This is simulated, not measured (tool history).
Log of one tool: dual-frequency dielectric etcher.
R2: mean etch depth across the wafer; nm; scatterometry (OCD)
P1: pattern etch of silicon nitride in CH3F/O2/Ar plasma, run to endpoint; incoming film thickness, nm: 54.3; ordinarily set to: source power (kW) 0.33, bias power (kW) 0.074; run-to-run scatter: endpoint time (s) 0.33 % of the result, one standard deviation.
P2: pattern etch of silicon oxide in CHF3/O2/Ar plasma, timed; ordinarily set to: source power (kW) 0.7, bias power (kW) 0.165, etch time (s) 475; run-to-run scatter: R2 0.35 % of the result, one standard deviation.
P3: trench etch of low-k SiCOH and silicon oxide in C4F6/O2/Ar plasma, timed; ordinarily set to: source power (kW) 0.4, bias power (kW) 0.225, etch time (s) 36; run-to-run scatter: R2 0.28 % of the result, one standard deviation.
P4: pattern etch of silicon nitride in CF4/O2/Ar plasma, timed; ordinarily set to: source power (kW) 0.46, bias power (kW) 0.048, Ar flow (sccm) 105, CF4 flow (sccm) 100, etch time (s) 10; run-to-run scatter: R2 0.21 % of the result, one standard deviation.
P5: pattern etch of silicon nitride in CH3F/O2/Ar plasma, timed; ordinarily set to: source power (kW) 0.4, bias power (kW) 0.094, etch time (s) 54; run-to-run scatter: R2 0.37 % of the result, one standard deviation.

Run 1, hour 11: process that ran P1, source power (kW) 0.33, bias power (kW) 0.074. Result: endpoint time (s) 86.728.
Run 2, hour 26: process that ran P1, source power (kW) 0.33, bias power (kW) 0.074. Result: endpoint time (s) 87.864.
Run 3, hour 37: process that ran P5, source power (kW) 0.23, bias power (kW) 0.094, etch time (s) 54. Result: R2 32.933 nm.
Run 4, hour 44: process that ran P3, source power (kW) 0.4, bias power (kW) 0.225, etch time (s) 36. Result: R2 125.61 nm.
Run 5, hour 58.5: process that ran P5, source power (kW) 0.4, bias power (kW) 0.12, etch time (s) 54. Result: R2 44.166 nm.
Run 6, hour 70.5: process that ran P1, source power (kW) 0.39, bias power (kW) 0.103. Result: endpoint time (s) 72.664.
Run 7, hour 78.3: process that ran P1, source power (kW) 0.28, bias power (kW) 0.091. Result: endpoint time (s) 86.362.
Run 8, hour 91.1: process that ran P5, source power (kW) 0.4, bias power (kW) 0.094, etch time (s) 69. Result: R2 51.411 nm.
Run 9, hour 101.8: process that ran P3, source power (kW) 0.4, bias power (kW) 0.225, etch time (s) 22. Result: R2 76.512 nm.
Run 10, hour 110.8: process that ran P4, source power (kW) 0.46, bias power (kW) 0.048, etch time (s) 10, Ar flow (sccm) 70, CF4 flow (sccm) 100. Result: R2 18.263 nm.
Run 11, hour 118.3: process that ran P2, source power (kW) 0.7, bias power (kW) 0.165, etch time (s) 690. Result: R2 1370.6 nm.
Run 12, hour 126.5: process that ran P1, source power (kW) 0.33, bias power (kW) 0.074. Result: endpoint time (s) 87.364.
Run 13, hour 136.8: process that ran P1, source power (kW) 0.33, bias power (kW) 0.098. Result: endpoint time (s) 78.851.
Run 14, hour 143.7: process that ran P1, source power (kW) 0.39, bias power (kW) 0.049. Result: endpoint time (s) 93.597.
Run 15, hour 154.7: process that ran P2, source power (kW) 0.7, bias power (kW) 0.231, etch time (s) 475. Result: R2 1057.7 nm.
Run 16, hour 167.6: process that ran P2, source power (kW) 0.7, bias power (kW) 0.165, etch time (s) 475. Result: R2 942.93 nm.
Run 17, hour 177.2: process that ran P5, source power (kW) 0.4, bias power (kW) 0.094, etch time (s) 54. Result: R2 40.592 nm.
Run 18, hour 187.5: process that ran P1, source power (kW) 0.33, bias power (kW) 0.074. Result: endpoint time (s) 86.827.
Run 19, hour 196.2: process that ran P1, source power (kW) 0.33, bias power (kW) 0.057. Result: endpoint time (s) 95.877.
Run 20, hour 205.3: process that ran P1, source power (kW) 0.45, bias power (kW) 0.074. Result: endpoint time (s) 77.39.
Run 21, hour 214.8: process that ran P4, source power (kW) 0.46, bias power (kW) 0.033, etch time (s) 10, Ar flow (sccm) 105, CF4 flow (sccm) 100. Result: R2 15.265 nm.
Run 22, hour 230: process that ran P4, source power (kW) 0.46, bias power (kW) 0.048, etch time (s) 10, Ar flow (sccm) 105, CF4 flow (sccm) 100. Result: R2 17.475 nm.
Run 23, hour 241: process that ran P3, source power (kW) 0.4, bias power (kW) 0.177, etch time (s) 36. Result: R2 115.83 nm.
Run 24, hour 255: process that ran P4, source power (kW) 0.63, bias power (kW) 0.048, etch time (s) 10, Ar flow (sccm) 105, CF4 flow (sccm) 100. Result: R2 22.921 nm.
Run 25, hour 268.9: process that ran P2, source power (kW) 0.48, bias power (kW) 0.165, etch time (s) 475. Result: R2 819.28 nm.
Run 26, hour 277.4: process that ran P4, source power (kW) 0.46, bias power (kW) 0.048, etch time (s) 10, Ar flow (sccm) 105, CF4 flow (sccm) 68. Result: R2 16.569 nm.
Run 27, hour 291.5: process that ran P1, source power (kW) 0.23, bias power (kW) 0.074. Result: endpoint time (s) 99.932.
Run 28, hour 305.5: process that ran P3, source power (kW) 0.4, bias power (kW) 0.225, etch time (s) 36. Result: R2 125.03 nm.
Run 29, hour 313.7: process that ran P4, source power (kW) 0.46, bias power (kW) 0.048, etch time (s) 14, Ar flow (sccm) 105, CF4 flow (sccm) 100. Result: R2 24.458 nm.
Run 30, hour 323.2: process that ran P3, source power (kW) 0.29, bias power (kW) 0.225, etch time (s) 36. Result: R2 110.77 nm.
Run 31, hour 330.8: process that ran P2, source power (kW) 0.7, bias power (kW) 0.165, etch time (s) 475. Result: R2 950.02 nm.
Run 32, hour 339.6: process that ran P1, source power (kW) 0.33, bias power (kW) 0.074. Result: endpoint time (s) 87.129.
Run 33, hour 355: process that ran P1, source power (kW) 0.33, bias power (kW) 0.074. Result: endpoint time (s) 87.802.
Run 34, hour 363.7: process that ran P1, source power (kW) 0.33, bias power (kW) 0.074. Result: endpoint time (s) 88.396.
Run 35, hour 378.8: process that ran P1, source power (kW) 0.33, bias power (kW) 0.074. Result: endpoint time (s) 87.812.
At hour 388.4: wet clean of the chamber.
Run 36, hour 388.4: process that ran P1, source power (kW) 0.33, bias power (kW) 0.074. Result: endpoint time (s) 88.348.
Run 37, hour 398.2: process that ran P1, source power (kW) 0.33, bias power (kW) 0.074. Result: endpoint time (s) 88.658.
Run 38, hour 408.2: process that ran P1, source power (kW) 0.33, bias power (kW) 0.074. Result: endpoint time (s) 88.474.
Run 39, hour 418.8: process that ran P1, source power (kW) 0.33, bias power (kW) 0.074. Result: endpoint time (s) 88.313.
Run 40, hour 427.2: process that ran P1, source power (kW) 0.33, bias power (kW) 0.074. Result: endpoint time (s) 88.415.
Run 41, hour 439.2: process that ran P1, source power (kW) 0.33, bias power (kW) 0.074. Result: endpoint time (s) 88.54.
Run 42, hour 450.4: process that ran P1, source power (kW) 0.33, bias power (kW) 0.074. Result: endpoint time (s) 88.837.
Run 43, hour 459.5: process that ran P1, source power (kW) 0.33, bias power (kW) 0.074. Result: endpoint time (s) 88.383.

The output of P1 has drifted from where it used to be. Each of the 2 causes below, taken at the size shown beside it, accounts for the log equally well:
A: source power that arrives under what is set, % = 4.26
B: bias power that arrives under what is set, % = 4.6
Creep in the process output first set in at about hour 339.6.
Other possible causes, and why each is ruled out:
chamber walls in a state that lowers the etch rate, %: serviced after onset, at hour 388.4, with no recovery of the prior output

Consider the 4 single-wafer check runs listed below, results given as question marks: which one distinguishes between the causes by giving clearly different results for each?
Run check 1, hour 468.6: process that ran P5, source power (kW) 0.26, bias power (kW) 0.094, etch time (s) 54. Result: R2 ?.
Run check 2, hour 468.6: process that ran P2, source power (kW) 0.6, bias power (kW) 0.229, etch time (s) 475. Result: R2 ?.
Run check 3, hour 468.6: process that ran P3, source power (kW) 0.4, bias power (kW) 0.182, etch time (s) 25.5. Result: R2 ?.
Run check 4, hour 468.6: process that ran P4, source power (kW) 0.46, bias power (kW) 0.048, etch time (s) 10, Ar flow (sccm) 84, CF4 flow (sccm) 78. Result: R2 ?.

Expected result of each check under each candidate cause:
  check  result    if A    if B
check 1      R2  33.834  33.787
check 2      R2  981.22  981.13
check 3      R2  81.379   81.55
check 4      R2  16.708  17.049
Gap, in per cent, between the two causes that each check separates least, read from the result that separates them most: check 1 0.14 %; check 2 0.01 %; check 3 0.21 %; check 4 2.02 %
Check 4 is the one run that separates the causes; every other check would come out nearly the same whichever cause is at work.

Check 4 was carried out, with these results: R2 16.647 nm. Which of the listed causes is responsible?

A is the cause: source power that arrives under what is set, %.
